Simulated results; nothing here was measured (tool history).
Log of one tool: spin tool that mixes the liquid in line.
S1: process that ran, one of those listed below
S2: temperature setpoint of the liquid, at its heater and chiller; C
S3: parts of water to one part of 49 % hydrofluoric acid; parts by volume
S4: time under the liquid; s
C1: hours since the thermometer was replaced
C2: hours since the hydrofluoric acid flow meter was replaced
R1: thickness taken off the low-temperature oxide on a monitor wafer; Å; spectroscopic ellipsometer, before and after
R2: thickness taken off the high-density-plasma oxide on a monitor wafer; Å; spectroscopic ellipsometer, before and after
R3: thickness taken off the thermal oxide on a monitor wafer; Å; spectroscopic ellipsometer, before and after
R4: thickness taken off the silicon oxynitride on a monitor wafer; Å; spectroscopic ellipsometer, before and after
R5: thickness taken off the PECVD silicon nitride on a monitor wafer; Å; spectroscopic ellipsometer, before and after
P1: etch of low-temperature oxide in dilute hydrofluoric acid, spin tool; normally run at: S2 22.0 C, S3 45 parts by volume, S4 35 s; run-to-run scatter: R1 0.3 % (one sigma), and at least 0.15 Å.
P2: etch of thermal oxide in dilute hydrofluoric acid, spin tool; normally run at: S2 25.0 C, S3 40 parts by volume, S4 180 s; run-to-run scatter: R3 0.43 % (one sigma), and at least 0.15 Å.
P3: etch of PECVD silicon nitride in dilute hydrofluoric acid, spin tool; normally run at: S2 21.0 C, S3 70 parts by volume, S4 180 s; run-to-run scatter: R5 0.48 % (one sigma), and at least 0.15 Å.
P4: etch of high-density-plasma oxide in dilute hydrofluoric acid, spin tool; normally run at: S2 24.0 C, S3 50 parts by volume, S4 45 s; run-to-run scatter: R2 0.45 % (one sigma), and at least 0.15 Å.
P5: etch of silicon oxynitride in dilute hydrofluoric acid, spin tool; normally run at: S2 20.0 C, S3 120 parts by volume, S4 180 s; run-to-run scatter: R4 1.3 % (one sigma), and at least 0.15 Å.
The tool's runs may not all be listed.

{"run": 1, "hour": 4.6, "S1": "P1", "S2": 22.0, "S3": 45, "S4": 35, "C1": 975.2, "C2": 255.2, "R1": 168.7}
{"run": 2, "hour": 8.5, "S1": "P1", "S2": 22.0, "S3": 70, "S4": 35, "C1": 979.1, "C2": 259.1, "R1": 105.57}
{"run": 3, "hour": 12.5, "S1": "P4", "S2": 24.0, "S3": 85, "S4": 45, "C1": 983.1, "C2": 263.1, "R2": 27.567}
{"run": 4, "hour": 14.8, "S1": "P1", "S2": 22.0, "S3": 45, "S4": 50, "C1": 985.4, "C2": 265.4, "R1": 241.07}
{"run": 5, "hour": 19.5, "S1": "P1", "S2": 22.0, "S3": 45, "S4": 15, "C1": 990.1, "C2": 270.1, "R1": 72.091}
{"run": 6, "hour": 22.6, "S1": "P2", "S2": 17.5, "S3": 40, "S4": 180, "C1": 993.2, "C2": 273.2, "R3": 170.23}
{"run": 7, "hour": 26.8, "S1": "P1", "S2": 22.0, "S3": 45, "S4": 35, "C1": 997.4, "C2": 277.4, "R1": 167.81}
{"run": 8, "hour": 29.7, "S1": "P1", "S2": 17.0, "S3": 45, "S4": 35, "C1": 1000.3, "C2": 280.3, "R1": 135.14}
{"run": 9, "hour": 34.2, "S1": "P5", "S2": 20.0, "S3": 200, "S4": 180, "C1": 1004.8, "C2": 284.8, "R4": 10.36}
{"run": 10, "hour": 36.7, "S1": "P1", "S2": 22.0, "S3": 20, "S4": 15, "C1": 1007.3, "C2": 287.3, "R1": 166.45}
{"run": 11, "hour": 41.8, "S1": "P3", "S2": 21.0, "S3": 70, "S4": 180, "C1": 1012.4, "C2": 292.4, "R5": 105.94}
{"run": 12, "hour": 44.6, "S1": "P2", "S2": 25.0, "S3": 40, "S4": 330, "C1": 1015.2, "C2": 295.2, "R3": 429.02}
{"run": 13, "hour": 49.6, "S1": "P3", "S2": 25.5, "S3": 70, "S4": 180, "C1": 1020.2, "C2": 300.2, "R5": 143.7}
{"run": 14, "hour": 52.6, "S1": "P4", "S2": 17.0, "S3": 50, "S4": 45, "C1": 1023.2, "C2": 303.2, "R2": 37.137}
{"run": 15, "hour": 56.7, "S1": "P3", "S2": 21.0, "S3": 70, "S4": 15, "C1": 1027.3, "C2": 307.3, "R5": 8.913}
{"run": 16, "hour": 59.4, "S1": "P1", "S2": 22.0, "S3": 45, "S4": 35, "C1": 1030.0, "C2": 310.0, "R1": 168.85}
{"run": 17, "hour": 63.7, "S1": "P2", "S2": 25.0, "S3": 40, "S4": 180, "C1": 1034.3, "C2": 314.3, "R3": 234.6}
{"run": 18, "hour": 66.0, "S1": "P1", "S2": 22.0, "S3": 45, "S4": 35, "C1": 1036.6, "C2": 316.6, "R1": 168.63}
{"run": 19, "hour": 71.2, "S1": "P2", "S2": 25.0, "S3": 20, "S4": 180, "C1": 1041.8, "C2": 321.8, "R3": 481.87}
{"run": 20, "hour": 74.3, "S1": "P5", "S2": 20.0, "S3": 120, "S4": 80, "C1": 1044.9, "C2": 324.9, "R4": 8.423}

Run 21 comes next. What will it give?
{"run": 21, "hour": 78.0, "S1": "P1", "S2": 28.0, "S3": 45, "S4": 35, "C1": 1048.6, "C2": 328.6, "R1": "?"}

{"run 21": {"R1": 214.86}}

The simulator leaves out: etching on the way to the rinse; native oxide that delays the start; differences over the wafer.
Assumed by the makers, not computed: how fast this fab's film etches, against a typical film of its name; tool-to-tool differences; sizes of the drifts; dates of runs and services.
